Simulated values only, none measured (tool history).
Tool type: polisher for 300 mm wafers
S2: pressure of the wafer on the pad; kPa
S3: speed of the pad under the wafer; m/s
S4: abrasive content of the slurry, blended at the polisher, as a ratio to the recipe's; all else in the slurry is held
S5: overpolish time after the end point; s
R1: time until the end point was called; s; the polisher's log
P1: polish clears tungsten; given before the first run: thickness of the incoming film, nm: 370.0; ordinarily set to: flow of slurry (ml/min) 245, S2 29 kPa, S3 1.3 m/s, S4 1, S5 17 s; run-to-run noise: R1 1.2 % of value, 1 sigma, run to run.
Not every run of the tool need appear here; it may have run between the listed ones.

Run 1, day 0.354: flow of slurry (ml/min) 245, S2 29 kPa, S3 1.3 m/s, S4 1, S5 17 s. Result: R1 57.115 s.
Run 2, day 0.679: flow of slurry (ml/min) 245, S2 42.7 kPa, S3 1.3 m/s, S4 1, S5 17 s. Result: R1 37.701 s.
Run 3, day 1.071: flow of slurry (ml/min) 245, S2 29 kPa, S3 1.3 m/s, S4 1, S5 17 s. Result: R1 55.323 s.
Run 4, day 1.458: flow of slurry (ml/min) 245, S2 29 kPa, S3 1.7 m/s, S4 1, S5 17 s. Result: R1 42.69 s.
Run 5, day 1.725: flow of slurry (ml/min) 245, S2 13.1 kPa, S3 1.3 m/s, S4 1, S5 17 s. Result: R1 124.76 s.
Run 6, day 2.192: flow of slurry (ml/min) 245, S2 29 kPa, S3 0.6 m/s, S4 1, S5 17 s. Result: R1 118.78 s.
Run 7, day 2.408: flow of slurry (ml/min) 245, S2 29 kPa, S3 1.3 m/s, S4 1, S5 29 s. Result: R1 55.249 s.
Run 8, day 2.688: flow of slurry (ml/min) 245, S2 29 kPa, S3 1.3 m/s, S4 1.25, S5 8 s. Result: R1 52.863 s.
Run 9, day 3.038: flow of slurry (ml/min) 245, S2 22.1 kPa, S3 1.3 m/s, S4 0.55, S5 17 s. Result: R1 83.365 s.
At day 3.254: slurry nozzle cleaned.
Run 10, day 3.35: flow of slurry (ml/min) 145, S2 29 kPa, S3 1.3 m/s, S4 1, S5 17 s. Result: R1 59.325 s.
Run 11, day 3.562: flow of slurry (ml/min) 245, S2 29 kPa, S3 1.3 m/s, S4 1.35, S5 17 s. Result: R1 52.145 s.
Run 12, day 3.988: flow of slurry (ml/min) 245, S2 29 kPa, S3 1.3 m/s, S4 1, S5 7 s. Result: R1 56.736 s.
At day 4.308: head pressure recalibrated.
Run 13, day 4.338: flow of slurry (ml/min) 245, S2 29 kPa, S3 1.3 m/s, S4 1, S5 17 s. Result: R1 55.089 s.
Run 14, day 4.667: flow of slurry (ml/min) 245, S2 29 kPa, S3 1.3 m/s, S4 0.5, S5 17 s. Result: R1 66.767 s.
Run 15, day 5.008: flow of slurry (ml/min) 245, S2 29 kPa, S3 1.3 m/s, S4 1, S5 17 s. Result: R1 55.15 s.
Run 16, day 5.45: flow of slurry (ml/min) 385, S2 29 kPa, S3 1.3 m/s, S4 1, S5 17 s. Result: R1 52.866 s.
Run 17, day 5.854: flow of slurry (ml/min) 245, S2 29 kPa, S3 2.02 m/s, S4 0.6, S5 17 s. Result: R1 39.7 s.
Run 18, day 6.183: flow of slurry (ml/min) 245, S2 29 kPa, S3 1.3 m/s, S4 1, S5 17 s. Result: R1 55.74 s.

Forecast run 19:
Run 19, day 6.658: flow of slurry (ml/min) 245, S2 29 kPa, S3 1.3 m/s, S4 1, S5 17 s. Result: R1 ?.

{"run 19": {"R1": 55.14}}
